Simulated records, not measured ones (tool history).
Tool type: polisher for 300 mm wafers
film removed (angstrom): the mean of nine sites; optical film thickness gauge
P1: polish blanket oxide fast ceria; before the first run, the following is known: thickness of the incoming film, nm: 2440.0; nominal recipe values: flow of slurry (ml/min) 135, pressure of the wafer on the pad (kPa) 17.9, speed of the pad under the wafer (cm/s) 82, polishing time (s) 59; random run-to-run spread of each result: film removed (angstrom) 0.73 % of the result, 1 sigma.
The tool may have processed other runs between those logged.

run	hour	flow of slurry (ml/min)	pressure of the wafer on the pad (kPa)	speed of the pad under the wafer (cm/s)	polishing time (s)	wafers polished on this pad	hours since the slurry nozzle was cleaned	hours since the head pressure was calibrated	film removed (angstrom)
1	10.2	135	17.9	82	59	272	262.2	367.4	5943.2
2	24.3	135	17.9	128	59	370	276.3	381.5	9272.1
3	33.1	190	17.9	82	89	431	285.1	390.3	9658.3
4	41.7	135	17.9	82	59	491	293.7	398.9	5985.9
5	55.9	135	17.9	82	59	590	307.9	413.1	5997.8
6	68.2	135	17.9	82	27	675	320.2	425.4	2698
7	78.1	170	10.3	82	59	744	330.1	435.3	3647.5
8	89.5	135	17.9	42	59	823	341.5	446.7	3021
9	106.7	135	17.9	82	59	942	358.7	463.9	5970.6
# hour 118.5: slurry nozzle cleaned
10	122.4	135	17.9	82	59	1051	3.9	479.6	6054.7
11	141.2	80	17.9	82	59	1182	22.7	498.4	5272.4
12	154.7	200	17.9	82	59	1276	36.2	511.9	6346.1

Estimate the outcome of run 13 from the log above:
13	168.1	135	17.9	82	94	1369	49.6	525.3	?

For run 13 the tool returned film removed (angstrom) 9363.7.

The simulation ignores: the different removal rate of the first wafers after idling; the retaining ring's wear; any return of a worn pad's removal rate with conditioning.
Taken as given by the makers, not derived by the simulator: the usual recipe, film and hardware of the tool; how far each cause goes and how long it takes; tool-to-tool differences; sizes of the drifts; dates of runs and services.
